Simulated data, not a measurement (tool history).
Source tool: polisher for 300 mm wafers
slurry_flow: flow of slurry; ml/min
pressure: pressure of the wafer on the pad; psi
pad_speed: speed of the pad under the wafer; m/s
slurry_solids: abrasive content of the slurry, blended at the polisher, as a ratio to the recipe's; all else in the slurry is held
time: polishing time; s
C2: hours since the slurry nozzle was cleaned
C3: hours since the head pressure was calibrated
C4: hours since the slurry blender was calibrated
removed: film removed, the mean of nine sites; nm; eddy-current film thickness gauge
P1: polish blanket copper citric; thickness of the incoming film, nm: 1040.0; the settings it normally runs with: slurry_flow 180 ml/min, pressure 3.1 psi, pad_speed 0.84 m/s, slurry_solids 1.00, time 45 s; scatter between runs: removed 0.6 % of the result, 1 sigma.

{"run": 1, "hour": 4.6, "slurry_flow": 180, "pressure": 3.1, "pad_speed": 0.84, "slurry_solids": 1.0, "time": 45, "wafers polished on this pad": 217, "C2": 275.1, "C3": 745.4, "C4": 59.4, "removed": 105.19}
{"run": 2, "hour": 13.2, "slurry_flow": 180, "pressure": 3.1, "pad_speed": 0.84, "slurry_solids": 1.0, "time": 45, "wafers polished on this pad": 294, "C2": 283.7, "C3": 754.0, "C4": 68.0, "removed": 104.51}
{"run": 3, "hour": 20.5, "slurry_flow": 180, "pressure": 3.1, "pad_speed": 0.84, "slurry_solids": 1.0, "time": 45, "wafers polished on this pad": 360, "C2": 291.0, "C3": 761.3, "C4": 75.3, "removed": 104.89}
{"run": 4, "hour": 27.0, "slurry_flow": 180, "pressure": 3.1, "pad_speed": 0.84, "slurry_solids": 1.0, "time": 28, "wafers polished on this pad": 419, "C2": 297.5, "C3": 767.8, "C4": 81.8, "removed": 65.589}
{"run": 5, "hour": 34.3, "slurry_flow": 180, "pressure": 3.1, "pad_speed": 1.26, "slurry_solids": 1.0, "time": 45, "wafers polished on this pad": 485, "C2": 304.8, "C3": 775.1, "C4": 89.1, "removed": 156.27}
{"run": 6, "hour": 42.0, "slurry_flow": 180, "pressure": 2.3, "pad_speed": 0.84, "slurry_solids": 1.0, "time": 45, "wafers polished on this pad": 555, "C2": 312.5, "C3": 782.8, "C4": 96.8, "removed": 78.235}
{"run": 7, "hour": 51.3, "slurry_flow": 110, "pressure": 3.1, "pad_speed": 0.84, "slurry_solids": 0.75, "time": 45, "wafers polished on this pad": 639, "C2": 321.8, "C3": 792.1, "C4": 106.1, "removed": 90.142}
{"run": 8, "hour": 58.4, "slurry_flow": 270, "pressure": 3.1, "pad_speed": 0.84, "slurry_solids": 1.0, "time": 45, "wafers polished on this pad": 703, "C2": 328.9, "C3": 799.2, "C4": 113.2, "removed": 109.45}
{"run": 9, "hour": 62.7, "slurry_flow": 180, "pressure": 3.1, "pad_speed": 0.84, "slurry_solids": 1.0, "time": 45, "wafers polished on this pad": 742, "C2": 333.2, "C3": 803.5, "C4": 117.5, "removed": 104.16}
{"run": 10, "hour": 70.4, "slurry_flow": 110, "pressure": 3.1, "pad_speed": 0.84, "slurry_solids": 1.0, "time": 45, "wafers polished on this pad": 812, "C2": 340.9, "C3": 811.2, "C4": 125.2, "removed": 96.904}
{"run": 11, "hour": 77.1, "slurry_flow": 180, "pressure": 3.1, "pad_speed": 0.38, "slurry_solids": 1.0, "time": 45, "wafers polished on this pad": 872, "C2": 347.6, "C3": 817.9, "C4": 131.9, "removed": 49.173}
{"run": 12, "hour": 83.4, "slurry_flow": 180, "pressure": 3.1, "pad_speed": 0.84, "slurry_solids": 0.55, "time": 45, "wafers polished on this pad": 929, "C2": 353.9, "C3": 824.2, "C4": 138.2, "removed": 92.523}
{"run": 13, "hour": 89.7, "slurry_flow": 180, "pressure": 4.8, "pad_speed": 0.84, "slurry_solids": 1.0, "time": 45, "wafers polished on this pad": 986, "C2": 360.2, "C3": 830.5, "C4": 144.5, "removed": 160.96}
{"run": 14, "hour": 95.6, "slurry_flow": 180, "pressure": 3.1, "pad_speed": 0.84, "slurry_solids": 1.0, "time": 45, "wafers polished on this pad": 1039, "C2": 366.1, "C3": 836.4, "C4": 150.4, "removed": 103.76}
{"run": 15, "hour": 100.6, "slurry_flow": 180, "pressure": 3.1, "pad_speed": 0.84, "slurry_solids": 1.0, "time": 71, "wafers polished on this pad": 1085, "C2": 371.1, "C3": 841.4, "C4": 155.4, "removed": 164.89}

Run 16 comes next. What will it give?
{"run": 16, "hour": 107.3, "slurry_flow": 180, "pressure": 3.1, "pad_speed": 0.84, "slurry_solids": 1.45, "time": 45, "wafers polished on this pad": 1145, "C2": 377.8, "C3": 848.1, "C4": 162.1, "removed": "?"}

{"run 16": {"removed": 112.56}}
